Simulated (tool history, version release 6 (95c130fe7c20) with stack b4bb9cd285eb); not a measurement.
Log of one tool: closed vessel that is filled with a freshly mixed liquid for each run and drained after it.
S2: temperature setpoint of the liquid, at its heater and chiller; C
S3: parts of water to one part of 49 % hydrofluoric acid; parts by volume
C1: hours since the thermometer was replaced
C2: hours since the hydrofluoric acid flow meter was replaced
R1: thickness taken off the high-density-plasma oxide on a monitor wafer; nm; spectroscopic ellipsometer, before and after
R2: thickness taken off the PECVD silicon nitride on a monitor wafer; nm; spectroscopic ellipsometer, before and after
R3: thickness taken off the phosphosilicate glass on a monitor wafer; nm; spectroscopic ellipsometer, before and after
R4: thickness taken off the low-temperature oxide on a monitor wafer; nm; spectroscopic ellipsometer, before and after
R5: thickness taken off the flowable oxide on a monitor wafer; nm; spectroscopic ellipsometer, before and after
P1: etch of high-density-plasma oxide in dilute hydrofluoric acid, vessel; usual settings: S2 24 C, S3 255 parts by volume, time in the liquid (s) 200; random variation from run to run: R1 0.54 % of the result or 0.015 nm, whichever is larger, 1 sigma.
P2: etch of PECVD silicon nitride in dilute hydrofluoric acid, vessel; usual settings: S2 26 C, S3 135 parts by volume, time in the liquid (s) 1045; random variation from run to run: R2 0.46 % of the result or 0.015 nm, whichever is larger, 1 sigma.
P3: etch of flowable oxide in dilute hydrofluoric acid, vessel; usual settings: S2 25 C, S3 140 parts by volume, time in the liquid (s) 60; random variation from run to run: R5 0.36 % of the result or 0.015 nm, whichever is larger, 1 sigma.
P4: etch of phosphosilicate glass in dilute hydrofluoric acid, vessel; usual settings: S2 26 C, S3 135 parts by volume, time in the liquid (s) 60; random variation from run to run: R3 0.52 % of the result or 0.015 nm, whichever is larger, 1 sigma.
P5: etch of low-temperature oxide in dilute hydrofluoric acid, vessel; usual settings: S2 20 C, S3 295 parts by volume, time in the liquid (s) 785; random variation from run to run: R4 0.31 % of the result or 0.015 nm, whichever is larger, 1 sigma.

{"run": 1, "hour": 7.8, "process that ran": "P1", "S2": 24, "S3": 255, "time in the liquid (s)": 200, "C1": 1013.6, "C2": 721.1, "R1": 4.4662}
{"run": 2, "hour": 14.7, "process that ran": "P2", "S2": 26, "S3": 45, "time in the liquid (s)": 1045, "C1": 1020.5, "C2": 728, "R2": 66.75}
{"run": 3, "hour": 23.4, "process that ran": "P2", "S2": 26, "S3": 135, "time in the liquid (s)": 1835, "C1": 1029.2, "C2": 736.7, "R2": 38.944}
{"run": 4, "hour": 34.4, "process that ran": "P4", "S2": 33.5, "S3": 135, "time in the liquid (s)": 60, "C1": 1040.2, "C2": 747.7, "R3": 86.516}
{"run": 5, "hour": 45.2, "process that ran": "P5", "S2": 17, "S3": 295, "time in the liquid (s)": 785, "C1": 1051, "C2": 758.5, "R4": 37.402}
{"run": 6, "hour": 51.9, "process that ran": "P4", "S2": 26, "S3": 135, "time in the liquid (s)": 115, "C1": 1057.7, "C2": 765.2, "R3": 126.98}
{"run": 7, "hour": 59.2, "process that ran": "P1", "S2": 17, "S3": 140, "time in the liquid (s)": 200, "C1": 1065, "C2": 772.5, "R1": 6.8394}
{"run": 8, "hour": 65.4, "process that ran": "P4", "S2": 26, "S3": 135, "time in the liquid (s)": 60, "C1": 1071.2, "C2": 778.7, "R3": 65.509}
{"run": 9, "hour": 72.9, "process that ran": "P1", "S2": 24, "S3": 255, "time in the liquid (s)": 200, "C1": 1078.7, "C2": 786.2, "R1": 4.3951}
{"run": 10, "hour": 77.9, "process that ran": "P1", "S2": 24, "S3": 425, "time in the liquid (s)": 200, "C1": 1083.7, "C2": 791.2, "R1": 2.2516}
{"run": 11, "hour": 86.4, "process that ran": "P1", "S2": 24, "S3": 255, "time in the liquid (s)": 200, "C1": 1092.2, "C2": 799.7, "R1": 4.4501}
{"run": 12, "hour": 96.2, "process that ran": "P5", "S2": 20, "S3": 295, "time in the liquid (s)": 785, "C1": 1102, "C2": 809.5, "R4": 41.754}
{"run": 13, "hour": 101.8, "process that ran": "P1", "S2": 30.5, "S3": 255, "time in the liquid (s)": 200, "C1": 1107.6, "C2": 815.1, "R1": 5.5229}
{"run": 14, "hour": 112.5, "process that ran": "P2", "S2": 26, "S3": 135, "time in the liquid (s)": 1045, "C1": 1118.3, "C2": 825.8, "R2": 22.209}
{"run": 15, "hour": 118.7, "process that ran": "P1", "S2": 24, "S3": 255, "time in the liquid (s)": 200, "C1": 1124.5, "C2": 832, "R1": 4.4258}
{"run": 16, "hour": 129.5, "process that ran": "P1", "S2": 24, "S3": 255, "time in the liquid (s)": 200, "C1": 1135.3, "C2": 842.8, "R1": 4.4164}
{"run": 17, "hour": 136.7, "process that ran": "P1", "S2": 24, "S3": 255, "time in the liquid (s)": 365, "C1": 1142.5, "C2": 850, "R1": 8.1008}
{"run": 18, "hour": 146.6, "process that ran": "P5", "S2": 20, "S3": 295, "time in the liquid (s)": 325, "C1": 1152.4, "C2": 859.9, "R4": 17.422}
{"run": 19, "hour": 155.4, "process that ran": "P1", "S2": 24, "S3": 145, "time in the liquid (s)": 200, "C1": 1161.2, "C2": 868.7, "R1": 8.7331}
{"run": 20, "hour": 162.3, "process that ran": "P1", "S2": 24, "S3": 255, "time in the liquid (s)": 90, "C1": 1168.1, "C2": 875.6, "R1": 1.9871}
{"run": 21, "hour": 167.9, "process that ran": "P3", "S2": 25, "S3": 140, "time in the liquid (s)": 60, "C1": 1173.7, "C2": 881.2, "R5": 13.1}
{"run": 22, "hour": 175.2, "process that ran": "P1", "S2": 24, "S3": 390, "time in the liquid (s)": 90, "C1": 1181, "C2": 888.5, "R1": 1.1503}
{"run": 23, "hour": 183.0, "process that ran": "P4", "S2": 26, "S3": 135, "time in the liquid (s)": 60, "C1": 1188.8, "C2": 896.3, "R3": 65.502}
{"run": 24, "hour": 192.6, "process that ran": "P5", "S2": 20, "S3": 525, "time in the liquid (s)": 785, "C1": 1198.4, "C2": 905.9, "R4": 19.546}
{"run": 25, "hour": 198.4, "process that ran": "P1", "S2": 17, "S3": 255, "time in the liquid (s)": 200, "C1": 1204.2, "C2": 911.7, "R1": 3.3988}
{"run": 26, "hour": 206.2, "process that ran": "P3", "S2": 25, "S3": 140, "time in the liquid (s)": 30, "C1": 1212, "C2": 919.5, "R5": 6.6083}
{"run": 27, "hour": 213.1, "process that ran": "P2", "S2": 26, "S3": 135, "time in the liquid (s)": 1045, "C1": 1218.9, "C2": 926.4, "R2": 22.056}
{"run": 28, "hour": 218.3, "process that ran": "P1", "S2": 24, "S3": 255, "time in the liquid (s)": 200, "C1": 1224.1, "C2": 931.6, "R1": 4.421}
{"run": 29, "hour": 226.1, "process that ran": "P3", "S2": 20, "S3": 140, "time in the liquid (s)": 60, "C1": 1231.9, "C2": 939.4, "R5": 10.821}
{"run": 30, "hour": 235.0, "process that ran": "P2", "S2": 33.5, "S3": 135, "time in the liquid (s)": 1045, "C1": 1240.8, "C2": 948.3, "R2": 35.63}
{"run": 31, "hour": 245.7, "process that ran": "P4", "S2": 26, "S3": 25, "time in the liquid (s)": 60, "C1": 1251.5, "C2": 959, "R3": 407.43}
{"run": 32, "hour": 250.8, "process that ran": "P3", "S2": 25, "S3": 235, "time in the liquid (s)": 60, "C1": 1256.6, "C2": 964.1, "R5": 7.0049}
{"run": 33, "hour": 259.6, "process that ran": "P1", "S2": 29.5, "S3": 255, "time in the liquid (s)": 60, "C1": 1265.4, "C2": 972.9, "R1": 1.5928}
{"run": 34, "hour": 266.1, "process that ran": "P1", "S2": 24, "S3": 255, "time in the liquid (s)": 200, "C1": 1271.9, "C2": 979.4, "R1": 4.387}
{"run": 35, "hour": 276.8, "process that ran": "P1", "S2": 24, "S3": 255, "time in the liquid (s)": 200, "C1": 1282.6, "C2": 990.1, "R1": 4.2391}
{"run": 36, "hour": 287.8, "process that ran": "P1", "S2": 24, "S3": 255, "time in the liquid (s)": 200, "C1": 1293.6, "C2": 1001.1, "R1": 4.2335}
{"run": 37, "hour": 297.1, "process that ran": "P1", "S2": 24, "S3": 255, "time in the liquid (s)": 200, "C1": 1302.9, "C2": 1010.4, "R1": 4.1477}
{"run": 38, "hour": 304.9, "process that ran": "P1", "S2": 24, "S3": 255, "time in the liquid (s)": 200, "C1": 1310.7, "C2": 1018.2, "R1": 4.1472}
{"run": 39, "hour": 310.8, "process that ran": "P1", "S2": 24, "S3": 255, "time in the liquid (s)": 200, "C1": 1316.6, "C2": 1024.1, "R1": 4.1734}
{"run": 40, "hour": 316.6, "process that ran": "P1", "S2": 24, "S3": 255, "time in the liquid (s)": 200, "C1": 1322.4, "C2": 1029.9, "R1": 4.1545}
{"run": 41, "hour": 326.6, "process that ran": "P1", "S2": 24, "S3": 255, "time in the liquid (s)": 200, "C1": 1332.4, "C2": 1039.9, "R1": 4.1352}
{"run": 42, "hour": 334.9, "process that ran": "P1", "S2": 24, "S3": 255, "time in the liquid (s)": 200, "C1": 1340.7, "C2": 1048.2, "R1": 4.1103}

What P1 gives has crept away from where it was. These 2 causes fit the log equally well, each at the size given:
A: hydrofluoric acid flow below the setpoint (%) = 4.63
B: liquid colder than its thermometer reads (K) = 1.67
The creep began at about hour 266.1.

4 check runs are offered, one wafer each, their results left as question marks. Which one tells the causes apart?
{"run": "check 1", "hour": 343.2, "process that ran": "P5", "S2": 20, "S3": 295, "time in the liquid (s)": 785, "R4": "?"}
{"run": "check 2", "hour": 343.2, "process that ran": "P3", "S2": 25, "S3": 140, "time in the liquid (s)": 60, "R5": "?"}
{"run": "check 3", "hour": 343.2, "process that ran": "P4", "S2": 26, "S3": 135, "time in the liquid (s)": 60, "R3": "?"}
{"run": "check 4", "hour": 343.2, "process that ran": "P2", "S2": 26, "S3": 135, "time in the liquid (s)": 1045, "R2": "?"}

What each check would give under each cause:
check=check_1 result=R4 if_A=39.512 if_B=39.449
check=check_2 result=R5 if_A=12.418 if_B=12.31
check=check_3 result=R3 if_A=62.102 if_B=61.58
check=check_4 result=R2 if_A=21.232 if_B=19.993
How far apart the two closest causes lie, in the result that separates them most: check 1 0.16 %; check 2 0.87 %; check 3 0.84 %; check 4 6.01 %
Check 4 tells the causes apart: in the others they would give nearly the same result.

Check 4 was then run and gave: R2 20.106 nm. Which cause is it?

It is B: liquid colder than its thermometer reads (K).
